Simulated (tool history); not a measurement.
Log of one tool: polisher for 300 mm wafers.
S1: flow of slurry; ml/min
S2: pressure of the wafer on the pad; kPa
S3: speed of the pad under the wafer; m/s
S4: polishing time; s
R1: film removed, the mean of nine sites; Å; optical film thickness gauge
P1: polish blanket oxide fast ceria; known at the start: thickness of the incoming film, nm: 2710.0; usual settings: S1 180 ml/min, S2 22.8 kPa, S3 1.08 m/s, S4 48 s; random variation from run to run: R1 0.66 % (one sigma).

| run | day | S1 | S2 | S3 | S4 | R1 |
|---|---|---|---|---|---|---|
| 1 | 0.304 | 180 | 22.8 | 1.08 | 48 | 10158.0 |
| 2 | 0.592 | 180 | 11.0 | 1.08 | 48 | 4872.7 |
| 3 | 1.021 | 285 | 22.8 | 1.08 | 48 | 10754.0 |
| 4 | 1.433 | 180 | 22.8 | 1.08 | 48 | 10056.0 |
| 5 | 1.992 | 180 | 22.8 | 1.08 | 63 | 13162.0 |
| 6 | 2.542 | 180 | 22.8 | 1.08 | 23 | 4907.3 |
| 7 | 2.850 | 180 | 22.8 | 1.40 | 48 | 13016.0 |
| 8 | 3.396 | 110 | 22.8 | 1.44 | 48 | 12295.0 |
| 9 | 3.992 | 180 | 33.8 | 1.08 | 48 | 14717.0 |
| 10 | 4.404 | 180 | 33.8 | 1.08 | 35 | 10887.0 |
| 11 | 4.800 | 180 | 22.8 | 1.08 | 48 | 9985.3 |
| 12 | 5.367 | 110 | 22.8 | 1.08 | 48 | 9142.6 |
| 13 | 5.717 | 180 | 22.8 | 0.66 | 48 | 6125.9 |
| 14 | 6.071 | 180 | 32.4 | 0.72 | 48 | 9492.0 |
| 15 | 6.342 | 180 | 22.8 | 1.08 | 48 | 10146.0 |
| 16 | 6.838 | 180 | 22.8 | 1.08 | 48 | 10121.0 |
| 17 | 7.429 | 180 | 22.8 | 1.08 | 48 | 10170.0 |
| 18 | 7.912 | 180 | 22.8 | 1.08 | 48 | 10126.0 |
| 19 | 8.525 | 180 | 22.8 | 1.08 | 48 | 9998.9 |
| 20 | 9.067 | 180 | 22.8 | 1.08 | 48 | 10035.0 |
| 21 | 9.642 | 180 | 22.8 | 1.08 | 48 | 9757.9 |
| 22 | 10.250 | 180 | 22.8 | 1.08 | 48 | 9784.6 |
|  | 10.708 | head pressure recalibrated |
| 23 | 10.767 | 180 | 22.8 | 1.08 | 48 | 9558.4 |
| 24 | 11.338 | 180 | 22.8 | 1.08 | 48 | 9605.3 |
| 25 | 11.767 | 180 | 22.8 | 1.08 | 48 | 9623.6 |
| 26 | 12.304 | 180 | 22.8 | 1.08 | 48 | 9635.5 |
| 27 | 12.825 | 180 | 22.8 | 1.08 | 48 | 9519.3 |

What P1 gives has crept away from where it was. These 2 causes fit the log equally well, each at the size given:
A: removal rate lost through wear of the pad, % = 5.47
B: slurry flow missing at the pad, % = 28
The creep began at about day 8.525.
Why every other cause is out:
head's pressure below its setpoint, %: serviced at day 10.708, which brought nothing back

4 check runs are offered, each on 3 wafers whose results are averaged, their results left as question marks. Which one tells the causes apart?
| check 1 | 13.346 | 180 | 32.4 | 1.08 | 48 | ? |
| check 2 | 13.346 | 180 | 13.8 | 1.08 | 58 | ? |
| check 3 | 13.346 | 180 | 22.8 | 0.86 | 32 | ? |
| check 4 | 13.346 | 110 | 29.6 | 1.08 | 48 | ? |

What each check would give under each cause:
| check | result | if A | if B |
|---|---|---|---|
| check 1 | R1 | 13581.0 | 13580.0 |
| check 2 | R1 | 6983.1 | 6982.6 |
| check 3 | R1 | 5062.1 | 5061.7 |
| check 4 | R1 | 11340.0 | 10989.0 |
How far apart the two closest causes lie, in the result that separates them most: check 1 0.01 %; check 2 0.01 %; check 3 0.01 %; check 4 3.14 %
Check 4 tells the causes apart: in the others they would give nearly the same result.

Check 4 was then run and gave: R1 11011.0 Å. Which cause is it?

It is B: slurry flow missing at the pad, %.
